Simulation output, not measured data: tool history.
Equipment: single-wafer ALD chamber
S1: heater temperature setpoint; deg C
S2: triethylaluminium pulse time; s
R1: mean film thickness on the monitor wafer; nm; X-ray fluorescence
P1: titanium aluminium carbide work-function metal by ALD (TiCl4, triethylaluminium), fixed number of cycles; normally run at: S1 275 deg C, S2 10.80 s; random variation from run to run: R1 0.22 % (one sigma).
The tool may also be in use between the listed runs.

run 1 hour=4.5 | S1=275 S2=10.80 | R1=1.8940
run 2 hour=9.5 | S1=275 S2=10.80 | R1=1.9011
run 3 hour=13.4 | S1=275 S2=4.87 | R1=1.5764
run 4 hour=18.2 | S1=275 S2=10.80 | R1=1.8932
run 5 hour=22.3 | S1=275 S2=15.32 | R1=1.9251
run 6 hour=26.4 | S1=275 S2=10.80 | R1=1.8910
-- hour=29.6 triethylaluminium bottle replaced
run 7 hour=30.0 | S1=275 S2=10.80 | R1=1.9007
run 8 hour=34.1 | S1=253 S2=6.83 | R1=1.5767
run 9 hour=38.9 | S1=275 S2=10.80 | R1=1.8907
run 10 hour=41.8 | S1=299 S2=10.80 | R1=2.1085
run 11 hour=45.8 | S1=275 S2=10.80 | R1=1.8896
run 12 hour=51.4 | S1=253 S2=10.80 | R1=1.6930
run 13 hour=54.9 | S1=275 S2=10.80 | R1=1.8930
run 14 hour=60.7 | S1=275 S2=10.80 | R1=1.8632
run 15 hour=66.0 | S1=275 S2=10.80 | R1=1.8494
run 16 hour=71.4 | S1=275 S2=10.80 | R1=1.8419
run 17 hour=76.9 | S1=275 S2=10.80 | R1=1.8496
run 18 hour=79.8 | S1=275 S2=10.80 | R1=1.8435
run 19 hour=82.6 | S1=275 S2=10.80 | R1=1.8383

The log shows P1 creeping away from where it was. Any of the 2 causes listed here, at the size stated for it, fits the log just as well as the others:
A: triethylaluminium dose below that of a fresh bottle (%) = 20.2
B: wafer temperature below the value expected at the setpoint (K) = 5.87
The process output started creeping at around hour 54.9.

Below are 4 check runs, each on a single wafer, with their results shown as question marks. Which of them would tell the listed causes apart, meaning the causes would give clearly different results under it?
run check 1 hour=85.4 | S1=286 S2=10.80 | R1=?
run check 2 hour=85.4 | S1=298 S2=10.80 | R1=?
run check 3 hour=85.4 | S1=285 S2=8.37 | R1=?
run check 4 hour=85.4 | S1=295 S2=10.80 | R1=?

Outcome of each check run for each possible cause:
check=check_1 result=R1 if_A=1.9358 if_B=1.9378
check=check_2 result=R1 if_A=2.0424 if_B=2.0469
check=check_3 result=R1 if_A=1.8280 if_B=1.8662
check=check_4 result=R1 if_A=2.0157 if_B=2.0195
Gap, in per cent, between the two causes that each check separates least, read from the result that separates them most: check 1 0.11 %; check 2 0.22 %; check 3 2.07 %; check 4 0.19 %
The other checks would show nearly matching results whichever cause is true, so check 3 is the only one that separates the causes.

With check 3 done, the readings were: R1 1.8308 nm. Identify which of the listed causes applies.

Of the candidate causes, it is A: triethylaluminium dose below that of a fresh bottle (%).
